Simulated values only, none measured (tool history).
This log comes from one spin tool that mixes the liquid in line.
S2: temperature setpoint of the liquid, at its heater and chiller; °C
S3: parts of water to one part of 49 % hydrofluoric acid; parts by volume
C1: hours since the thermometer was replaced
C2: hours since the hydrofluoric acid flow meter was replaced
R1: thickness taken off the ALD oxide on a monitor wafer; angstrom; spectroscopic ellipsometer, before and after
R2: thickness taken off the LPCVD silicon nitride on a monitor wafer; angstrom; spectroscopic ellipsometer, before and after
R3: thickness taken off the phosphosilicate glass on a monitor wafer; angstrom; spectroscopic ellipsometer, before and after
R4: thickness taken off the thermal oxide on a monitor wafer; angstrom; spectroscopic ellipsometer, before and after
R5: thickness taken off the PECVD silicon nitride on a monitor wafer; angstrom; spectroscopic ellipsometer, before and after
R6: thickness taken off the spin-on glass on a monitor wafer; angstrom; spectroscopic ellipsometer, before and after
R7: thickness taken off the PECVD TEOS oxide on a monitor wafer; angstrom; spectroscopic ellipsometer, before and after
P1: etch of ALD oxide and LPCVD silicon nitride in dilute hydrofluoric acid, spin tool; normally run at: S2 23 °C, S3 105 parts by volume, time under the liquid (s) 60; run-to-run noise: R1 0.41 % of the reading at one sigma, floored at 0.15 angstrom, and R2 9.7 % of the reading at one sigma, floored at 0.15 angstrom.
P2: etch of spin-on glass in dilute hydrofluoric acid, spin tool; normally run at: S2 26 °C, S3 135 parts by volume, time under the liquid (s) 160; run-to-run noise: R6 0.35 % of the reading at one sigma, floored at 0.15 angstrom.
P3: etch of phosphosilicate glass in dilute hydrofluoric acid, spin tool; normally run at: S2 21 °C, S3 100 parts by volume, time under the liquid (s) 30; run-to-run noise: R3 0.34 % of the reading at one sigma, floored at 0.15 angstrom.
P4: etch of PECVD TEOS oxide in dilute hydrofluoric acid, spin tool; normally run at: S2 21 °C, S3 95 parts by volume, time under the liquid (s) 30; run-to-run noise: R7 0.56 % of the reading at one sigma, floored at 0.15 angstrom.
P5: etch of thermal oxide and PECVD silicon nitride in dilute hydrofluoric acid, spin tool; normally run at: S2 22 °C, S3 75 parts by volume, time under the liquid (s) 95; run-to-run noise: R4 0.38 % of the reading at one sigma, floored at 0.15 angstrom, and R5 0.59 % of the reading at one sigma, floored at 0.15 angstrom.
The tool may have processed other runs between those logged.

{"run": 1, "hour": 10.0, "process that ran": "P1", "S2": 23, "S3": 105, "time under the liquid (s)": 60, "C1": 1514.4, "C2": 353.3, "R1": 57.09, "R2": 2.567}
{"run": 2, "hour": 25.0, "process that ran": "P3", "S2": 25.5, "S3": 100, "time under the liquid (s)": 30, "C1": 1529.4, "C2": 368.3, "R3": 319.33}
{"run": 3, "hour": 39.6, "process that ran": "P1", "S2": 18.5, "S3": 105, "time under the liquid (s)": 60, "C1": 1544, "C2": 382.9, "R1": 47.416, "R2": 1.8301}
{"run": 4, "hour": 51.7, "process that ran": "P5", "S2": 30.5, "S3": 75, "time under the liquid (s)": 95, "C1": 1556.1, "C2": 395, "R4": 83.824, "R5": 74.568}
{"run": 5, "hour": 61.8, "process that ran": "P1", "S2": 29.5, "S3": 60, "time under the liquid (s)": 60, "C1": 1566.2, "C2": 405.1, "R1": 136.55, "R2": 6.6884}
{"run": 6, "hour": 69.1, "process that ran": "P3", "S2": 21, "S3": 145, "time under the liquid (s)": 30, "C1": 1573.5, "C2": 412.4, "R3": 174.34}
{"run": 7, "hour": 80.3, "process that ran": "P1", "S2": 23, "S3": 105, "time under the liquid (s)": 15, "C1": 1584.7, "C2": 423.6, "R1": 14.157, "R2": 0.83245}
{"run": 8, "hour": 90.8, "process that ran": "P1", "S2": 23, "S3": 105, "time under the liquid (s)": 60, "C1": 1595.2, "C2": 434.1, "R1": 57.233, "R2": 2.3786}
{"run": 9, "hour": 103.2, "process that ran": "P5", "S2": 22, "S3": 20, "time under the liquid (s)": 95, "C1": 1607.6, "C2": 446.5, "R4": 241.81, "R5": 153.53}
{"run": 10, "hour": 118.4, "process that ran": "P2", "S2": 26, "S3": 135, "time under the liquid (s)": 70, "C1": 1622.8, "C2": 461.7, "R6": 186.43}
{"hour": 124.3, "done": "hydrofluoric acid flow meter replaced"}
{"run": 11, "hour": 128.1, "process that ran": "P1", "S2": 23, "S3": 105, "time under the liquid (s)": 60, "C1": 1632.5, "C2": 3.8, "R1": 56.721, "R2": 3.0565}
{"run": 12, "hour": 137.4, "process that ran": "P2", "S2": 26, "S3": 135, "time under the liquid (s)": 160, "C1": 1641.8, "C2": 13.1, "R6": 426.38}
{"run": 13, "hour": 149.2, "process that ran": "P5", "S2": 22, "S3": 75, "time under the liquid (s)": 95, "C1": 1653.6, "C2": 24.9, "R4": 59.494, "R5": 43.217}
{"run": 14, "hour": 160.3, "process that ran": "P2", "S2": 26, "S3": 135, "time under the liquid (s)": 160, "C1": 1664.7, "C2": 36, "R6": 425.47}
{"run": 15, "hour": 174.0, "process that ran": "P4", "S2": 21, "S3": 95, "time under the liquid (s)": 60, "C1": 1678.4, "C2": 49.7, "R7": 160.12}
{"run": 16, "hour": 187.9, "process that ran": "P1", "S2": 23, "S3": 145, "time under the liquid (s)": 60, "C1": 1692.3, "C2": 63.6, "R1": 39.245, "R2": 1.9857}
{"run": 17, "hour": 198.7, "process that ran": "P2", "S2": 26, "S3": 60, "time under the liquid (s)": 160, "C1": 1703.1, "C2": 74.4, "R6": 1050.3}
{"run": 18, "hour": 214.1, "process that ran": "P1", "S2": 23, "S3": 105, "time under the liquid (s)": 60, "C1": 1718.5, "C2": 89.8, "R1": 56.751, "R2": 2.567}
{"run": 19, "hour": 221.8, "process that ran": "P5", "S2": 22, "S3": 75, "time under the liquid (s)": 175, "C1": 1726.2, "C2": 97.5, "R4": 109.05, "R5": 79.49}
{"run": 20, "hour": 237.2, "process that ran": "P5", "S2": 22, "S3": 75, "time under the liquid (s)": 95, "C1": 1741.6, "C2": 112.9, "R4": 59.667, "R5": 42.911}
{"run": 21, "hour": 251.8, "process that ran": "P3", "S2": 21, "S3": 100, "time under the liquid (s)": 50, "C1": 1756.2, "C2": 127.5, "R3": 440.62}
{"run": 22, "hour": 260.6, "process that ran": "P4", "S2": 17, "S3": 95, "time under the liquid (s)": 30, "C1": 1765, "C2": 136.3, "R7": 67.444}
{"run": 23, "hour": 271.8, "process that ran": "P4", "S2": 21, "S3": 20, "time under the liquid (s)": 30, "C1": 1776.2, "C2": 147.5, "R7": 410.9}
{"run": 24, "hour": 287.4, "process that ran": "P2", "S2": 20.5, "S3": 135, "time under the liquid (s)": 160, "C1": 1791.8, "C2": 163.1, "R6": 345.44}
{"run": 25, "hour": 303.2, "process that ran": "P1", "S2": 23, "S3": 105, "time under the liquid (s)": 105, "C1": 1807.6, "C2": 178.9, "R1": 99.265, "R2": 4.6761}
{"run": 26, "hour": 317.7, "process that ran": "P1", "S2": 23, "S3": 105, "time under the liquid (s)": 60, "C1": 1822.1, "C2": 193.4, "R1": 57.245, "R2": 2.4132}
{"run": 27, "hour": 326.7, "process that ran": "P4", "S2": 21, "S3": 95, "time under the liquid (s)": 30, "C1": 1831.1, "C2": 202.4, "R7": 80.165}
{"run": 28, "hour": 335.5, "process that ran": "P1", "S2": 23, "S3": 65, "time under the liquid (s)": 60, "C1": 1839.9, "C2": 211.2, "R1": 96.436, "R2": 4.5382}
{"run": 29, "hour": 347.6, "process that ran": "P1", "S2": 28.5, "S3": 105, "time under the liquid (s)": 60, "C1": 1852, "C2": 223.3, "R1": 70.257, "R2": 3.2566}
{"run": 30, "hour": 355.0, "process that ran": "P3", "S2": 21, "S3": 100, "time under the liquid (s)": 30, "C1": 1859.4, "C2": 230.7, "R3": 264.58}
{"run": 31, "hour": 362.9, "process that ran": "P1", "S2": 23, "S3": 105, "time under the liquid (s)": 60, "C1": 1867.3, "C2": 238.6, "R1": 56.982, "R2": 2.7838}
{"run": 32, "hour": 369.8, "process that ran": "P1", "S2": 23, "S3": 105, "time under the liquid (s)": 60, "C1": 1874.2, "C2": 245.5, "R1": 57.877, "R2": 2.8335}
{"run": 33, "hour": 383.2, "process that ran": "P1", "S2": 23, "S3": 105, "time under the liquid (s)": 60, "C1": 1887.6, "C2": 258.9, "R1": 59.318, "R2": 3.0758}
{"run": 34, "hour": 395.1, "process that ran": "P1", "S2": 23, "S3": 105, "time under the liquid (s)": 60, "C1": 1899.5, "C2": 270.8, "R1": 59.845, "R2": 2.7803}
{"run": 35, "hour": 405.4, "process that ran": "P1", "S2": 23, "S3": 105, "time under the liquid (s)": 60, "C1": 1909.8, "C2": 281.1, "R1": 59.723, "R2": 2.2902}

Run 36 comes next. What will it give?
{"run": 36, "hour": 413.7, "process that ran": "P1", "S2": 23, "S3": 105, "time under the liquid (s)": 60, "C1": 1918.1, "C2": 289.4, "R1": "?", "R2": "?"}

Logged for run 36: R1 60.035 angstrom, R2 2.192 angstrom.
